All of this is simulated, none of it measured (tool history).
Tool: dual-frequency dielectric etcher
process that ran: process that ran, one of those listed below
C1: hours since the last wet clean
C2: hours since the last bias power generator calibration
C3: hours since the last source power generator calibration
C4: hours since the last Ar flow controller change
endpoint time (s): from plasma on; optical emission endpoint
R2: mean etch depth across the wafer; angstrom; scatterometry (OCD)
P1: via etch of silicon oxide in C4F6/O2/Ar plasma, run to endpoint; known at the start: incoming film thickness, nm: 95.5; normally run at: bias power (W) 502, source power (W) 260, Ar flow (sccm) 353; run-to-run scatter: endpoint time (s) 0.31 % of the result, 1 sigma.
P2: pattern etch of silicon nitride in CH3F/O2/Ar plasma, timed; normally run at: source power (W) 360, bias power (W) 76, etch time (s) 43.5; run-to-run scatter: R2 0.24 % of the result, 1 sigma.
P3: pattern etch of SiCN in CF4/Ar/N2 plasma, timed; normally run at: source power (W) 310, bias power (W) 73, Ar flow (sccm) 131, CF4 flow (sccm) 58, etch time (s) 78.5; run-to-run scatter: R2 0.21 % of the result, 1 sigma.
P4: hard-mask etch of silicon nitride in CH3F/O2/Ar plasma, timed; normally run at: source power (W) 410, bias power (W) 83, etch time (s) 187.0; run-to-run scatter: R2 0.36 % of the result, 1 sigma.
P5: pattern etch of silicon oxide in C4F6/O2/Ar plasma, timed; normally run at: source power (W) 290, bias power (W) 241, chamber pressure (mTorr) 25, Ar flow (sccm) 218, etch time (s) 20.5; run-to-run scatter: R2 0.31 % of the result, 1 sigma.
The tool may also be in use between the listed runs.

run 1 hour=9.8 | process_that_ran=P1 bias_power_(W)=502 source_power_(W)=260 Ar_flow_(sccm)=353 | C1=118.0 C2=1356.1 C3=2341.0 C4=814.0 | endpoint_time_(s)=25.902
run 2 hour=15.9 | process_that_ran=P3 bias_power_(W)=46 source_power_(W)=310 Ar_flow_(sccm)=131 CF4_flow_(sccm)=58 etch_time_(s)=78.5 | C1=124.1 C2=1362.2 C3=2347.1 C4=820.1 | R2=371.49
run 3 hour=25.5 | process_that_ran=P1 bias_power_(W)=502 source_power_(W)=260 Ar_flow_(sccm)=353 | C1=133.7 C2=1371.8 C3=2356.7 C4=829.7 | endpoint_time_(s)=25.832
run 4 hour=36.0 | process_that_ran=P3 bias_power_(W)=73 source_power_(W)=310 Ar_flow_(sccm)=131 CF4_flow_(sccm)=58 etch_time_(s)=78.5 | C1=144.2 C2=1382.3 C3=2367.2 C4=840.2 | R2=440.36
run 5 hour=48.4 | process_that_ran=P5 bias_power_(W)=173 source_power_(W)=290 Ar_flow_(sccm)=218 etch_time_(s)=20.5 chamber_pressure_(mTorr)=25 | C1=156.6 C2=1394.7 C3=2379.6 C4=852.6 | R2=598.69
run 6 hour=58.5 | process_that_ran=P3 bias_power_(W)=73 source_power_(W)=220 Ar_flow_(sccm)=131 CF4_flow_(sccm)=58 etch_time_(s)=78.5 | C1=166.7 C2=1404.8 C3=2389.7 C4=862.7 | R2=328.68
run 7 hour=65.1 | process_that_ran=P4 bias_power_(W)=83 source_power_(W)=300 etch_time_(s)=187.0 | C1=173.3 C2=1411.4 C3=2396.3 C4=869.3 | R2=1222.00
run 8 hour=72.0 | process_that_ran=P1 bias_power_(W)=502 source_power_(W)=350 Ar_flow_(sccm)=291 | C1=180.2 C2=1418.3 C3=2403.2 C4=876.2 | endpoint_time_(s)=22.872
run 9 hour=83.4 | process_that_ran=P2 bias_power_(W)=76 source_power_(W)=360 etch_time_(s)=43.5 | C1=191.6 C2=1429.7 C3=2414.6 C4=887.6 | R2=293.75
run 10 hour=92.2 | process_that_ran=P3 bias_power_(W)=73 source_power_(W)=310 Ar_flow_(sccm)=131 CF4_flow_(sccm)=58 etch_time_(s)=112.0 | C1=200.4 C2=1438.5 C3=2423.4 C4=896.4 | R2=630.51
run 11 hour=98.4 | process_that_ran=P5 bias_power_(W)=241 source_power_(W)=290 Ar_flow_(sccm)=218 etch_time_(s)=20.5 chamber_pressure_(mTorr)=32 | C1=206.6 C2=1444.7 C3=2429.6 C4=902.6 | R2=646.05
run 12 hour=112.1 | process_that_ran=P5 bias_power_(W)=241 source_power_(W)=390 Ar_flow_(sccm)=218 etch_time_(s)=20.5 chamber_pressure_(mTorr)=25 | C1=220.3 C2=1458.4 C3=2443.3 C4=916.3 | R2=750.79
run 13 hour=123.4 | process_that_ran=P1 bias_power_(W)=502 source_power_(W)=360 Ar_flow_(sccm)=353 | C1=231.6 C2=1469.7 C3=2454.6 C4=927.6 | endpoint_time_(s)=23.050
run 14 hour=137.2 | process_that_ran=P1 bias_power_(W)=634 source_power_(W)=260 Ar_flow_(sccm)=353 | C1=245.4 C2=1483.5 C3=2468.4 C4=941.4 | endpoint_time_(s)=23.720
run 15 hour=146.1 | process_that_ran=P5 bias_power_(W)=241 source_power_(W)=290 Ar_flow_(sccm)=218 etch_time_(s)=28.5 chamber_pressure_(mTorr)=25 | C1=254.3 C2=1492.4 C3=2477.3 C4=950.3 | R2=935.58
run 16 hour=152.6 | process_that_ran=P1 bias_power_(W)=502 source_power_(W)=260 Ar_flow_(sccm)=429 | C1=260.8 C2=1498.9 C3=2483.8 C4=956.8 | endpoint_time_(s)=26.665
run 17 hour=164.1 | process_that_ran=P1 bias_power_(W)=502 source_power_(W)=260 Ar_flow_(sccm)=353 | C1=272.3 C2=1510.4 C3=2495.3 C4=968.3 | endpoint_time_(s)=26.018
run 18 hour=171.3 | process_that_ran=P4 bias_power_(W)=113 source_power_(W)=410 etch_time_(s)=187.0 | C1=279.5 C2=1517.6 C3=2502.5 C4=975.5 | R2=1534.20
run 19 hour=184.8 | process_that_ran=P2 bias_power_(W)=57 source_power_(W)=360 etch_time_(s)=43.5 | C1=293.0 C2=1531.1 C3=2516.0 C4=989.0 | R2=266.27
run 20 hour=198.0 | process_that_ran=P2 bias_power_(W)=76 source_power_(W)=490 etch_time_(s)=43.5 | C1=306.2 C2=1544.3 C3=2529.2 C4=1002.2 | R2=329.53
run 21 hour=208.4 | process_that_ran=P1 bias_power_(W)=502 source_power_(W)=260 Ar_flow_(sccm)=219 | C1=316.6 C2=1554.7 C3=2539.6 C4=1012.6 | endpoint_time_(s)=24.657
run 22 hour=217.3 | process_that_ran=P5 bias_power_(W)=241 source_power_(W)=290 Ar_flow_(sccm)=218 etch_time_(s)=20.5 chamber_pressure_(mTorr)=25 | C1=325.5 C2=1563.6 C3=2548.5 C4=1021.5 | R2=671.13
run 23 hour=230.9 | process_that_ran=P1 bias_power_(W)=310 source_power_(W)=260 Ar_flow_(sccm)=353 | C1=339.1 C2=1577.2 C3=2562.1 C4=1035.1 | endpoint_time_(s)=31.006
run 24 hour=243.9 | process_that_ran=P4 bias_power_(W)=83 source_power_(W)=410 etch_time_(s)=187.0 | C1=352.1 C2=1590.2 C3=2575.1 C4=1048.1 | R2=1369.90
run 25 hour=253.3 | process_that_ran=P3 bias_power_(W)=73 source_power_(W)=310 Ar_flow_(sccm)=131 CF4_flow_(sccm)=34 etch_time_(s)=78.5 | C1=361.5 C2=1599.6 C3=2584.5 C4=1057.5 | R2=406.22
run 26 hour=262.0 | process_that_ran=P1 bias_power_(W)=502 source_power_(W)=260 Ar_flow_(sccm)=353 | C1=370.2 C2=1608.3 C3=2593.2 C4=1066.2 | endpoint_time_(s)=26.006
run 27 hour=271.5 | process_that_ran=P1 bias_power_(W)=502 source_power_(W)=200 Ar_flow_(sccm)=486 | C1=379.7 C2=1617.8 C3=2602.7 C4=1075.7 | endpoint_time_(s)=29.553
run 28 hour=281.0 | process_that_ran=P5 bias_power_(W)=241 source_power_(W)=290 Ar_flow_(sccm)=162 etch_time_(s)=20.5 chamber_pressure_(mTorr)=25 | C1=389.2 C2=1627.3 C3=2612.2 C4=1085.2 | R2=696.67
run 29 hour=288.6 | process_that_ran=P4 bias_power_(W)=83 source_power_(W)=410 etch_time_(s)=112.0 | C1=396.8 C2=1634.9 C3=2619.8 C4=1092.8 | R2=820.69
run 30 hour=299.7 | process_that_ran=P2 bias_power_(W)=76 source_power_(W)=360 etch_time_(s)=63.0 | C1=407.9 C2=1646.0 C3=2630.9 C4=1103.9 | R2=426.08
run 31 hour=309.0 | process_that_ran=P2 bias_power_(W)=76 source_power_(W)=360 etch_time_(s)=43.5 | C1=417.2 C2=1655.3 C3=2640.2 C4=1113.2 | R2=293.73
run 32 hour=317.0 | process_that_ran=P1 bias_power_(W)=502 source_power_(W)=210 Ar_flow_(sccm)=220 | C1=425.2 C2=1663.3 C3=2648.2 C4=1121.2 | endpoint_time_(s)=26.651
run 33 hour=329.8 | process_that_ran=P1 bias_power_(W)=502 source_power_(W)=190 Ar_flow_(sccm)=353 | C1=438.0 C2=1676.1 C3=2661.0 C4=1134.0 | endpoint_time_(s)=29.088
run 34 hour=338.0 | process_that_ran=P5 bias_power_(W)=241 source_power_(W)=290 Ar_flow_(sccm)=218 etch_time_(s)=20.5 chamber_pressure_(mTorr)=25 | C1=446.2 C2=1684.3 C3=2669.2 C4=1142.2 | R2=670.71
run 35 hour=345.4 | process_that_ran=P3 bias_power_(W)=73 source_power_(W)=310 Ar_flow_(sccm)=131 CF4_flow_(sccm)=58 etch_time_(s)=78.5 | C1=453.6 C2=1691.7 C3=2676.6 C4=1149.6 | R2=440.81
run 36 hour=351.8 | process_that_ran=P4 bias_power_(W)=83 source_power_(W)=410 etch_time_(s)=187.0 | C1=460.0 C2=1698.1 C3=2683.0 C4=1156.0 | R2=1366.40
run 37 hour=363.1 | process_that_ran=P3 bias_power_(W)=73 source_power_(W)=310 Ar_flow_(sccm)=185 CF4_flow_(sccm)=58 etch_time_(s)=78.5 | C1=471.3 C2=1709.4 C3=2694.3 C4=1167.3 | R2=418.25
run 38 hour=374.8 | process_that_ran=P1 bias_power_(W)=502 source_power_(W)=260 Ar_flow_(sccm)=353 | C1=483.0 C2=1721.1 C3=2706.0 C4=1179.0 | endpoint_time_(s)=26.007
run 39 hour=383.9 | process_that_ran=P1 bias_power_(W)=502 source_power_(W)=260 Ar_flow_(sccm)=353 | C1=492.1 C2=1730.2 C3=2715.1 C4=1188.1 | endpoint_time_(s)=26.046
run 40 hour=392.8 | process_that_ran=P1 bias_power_(W)=502 source_power_(W)=260 Ar_flow_(sccm)=353 | C1=501.0 C2=1739.1 C3=2724.0 C4=1197.0 | endpoint_time_(s)=26.171
run 41 hour=403.5 | process_that_ran=P1 bias_power_(W)=502 source_power_(W)=260 Ar_flow_(sccm)=353 | C1=511.7 C2=1749.8 C3=2734.7 C4=1207.7 | endpoint_time_(s)=26.233
-- hour=412.2 Ar flow controller replaced
run 42 hour=412.8 | process_that_ran=P1 bias_power_(W)=502 source_power_(W)=260 Ar_flow_(sccm)=353 | C1=521.0 C2=1759.1 C3=2744.0 C4=0.7 | endpoint_time_(s)=26.274
run 43 hour=419.5 | process_that_ran=P1 bias_power_(W)=502 source_power_(W)=260 Ar_flow_(sccm)=353 | C1=527.7 C2=1765.8 C3=2750.7 C4=7.4 | endpoint_time_(s)=26.169
-- hour=424.3 wet clean of the chamber
run 44 hour=429.1 | process_that_ran=P1 bias_power_(W)=502 source_power_(W)=260 Ar_flow_(sccm)=353 | C1=4.8 C2=1775.4 C3=2760.3 C4=17.0 | endpoint_time_(s)=26.369
run 45 hour=442.4 | process_that_ran=P1 bias_power_(W)=502 source_power_(W)=260 Ar_flow_(sccm)=353 | C1=18.1 C2=1788.7 C3=2773.6 C4=30.3 | endpoint_time_(s)=26.332
run 46 hour=453.5 | process_that_ran=P1 bias_power_(W)=502 source_power_(W)=260 Ar_flow_(sccm)=353 | C1=29.2 C2=1799.8 C3=2784.7 C4=41.4 | endpoint_time_(s)=26.297
run 47 hour=463.9 | process_that_ran=P1 bias_power_(W)=502 source_power_(W)=260 Ar_flow_(sccm)=353 | C1=39.6 C2=1810.2 C3=2795.1 C4=51.8 | endpoint_time_(s)=26.342

What P1 gives has crept away from where it was. These 2 causes fit the log equally well, each at the size given:
A: source power that arrives under what is set, % = 4.13
B: bias power that arrives under what is set, % = 3.97
The creep began at about hour 374.8.
Why every other cause is out:
chamber walls in a state that lowers the etch rate, %: serviced at hour 424.3, which brought nothing back
Ar flow that arrives over what is set, %: serviced at hour 412.2, which brought nothing back

4 check runs are offered, one wafer each, their results left as question marks. Which one tells the causes apart?
run check 1 hour=474.3 | process_that_ran=P5 bias_power_(W)=241 source_power_(W)=290 Ar_flow_(sccm)=218 etch_time_(s)=20.5 chamber_pressure_(mTorr)=25 | R2=?
run check 2 hour=474.3 | process_that_ran=P3 bias_power_(W)=73 source_power_(W)=310 Ar_flow_(sccm)=131 CF4_flow_(sccm)=58 etch_time_(s)=78.5 | R2=?
run check 3 hour=474.3 | process_that_ran=P2 bias_power_(W)=76 source_power_(W)=360 etch_time_(s)=43.5 | R2=?
run check 4 hour=474.3 | process_that_ran=P4 bias_power_(W)=83 source_power_(W)=410 etch_time_(s)=187.0 | R2=?

What each check would give under each cause:
check=check_1 result=R2 if_A=660.01 if_B=661.47
check=check_2 result=R2 if_A=425.49 if_B=434.57
check=check_3 result=R2 if_A=289.15 if_B=289.67
check=check_4 result=R2 if_A=1347.00 if_B=1349.20
How far apart the two closest causes lie, in the result that separates them most: check 1 0.22 %; check 2 2.11 %; check 3 0.18 %; check 4 0.16 %
Only check 2 tells the causes apart: in the others they would give nearly the same result.

Check 2 was then run and gave: R2 435.02 angstrom. Which cause is it?

It is B: bias power that arrives under what is set, %.

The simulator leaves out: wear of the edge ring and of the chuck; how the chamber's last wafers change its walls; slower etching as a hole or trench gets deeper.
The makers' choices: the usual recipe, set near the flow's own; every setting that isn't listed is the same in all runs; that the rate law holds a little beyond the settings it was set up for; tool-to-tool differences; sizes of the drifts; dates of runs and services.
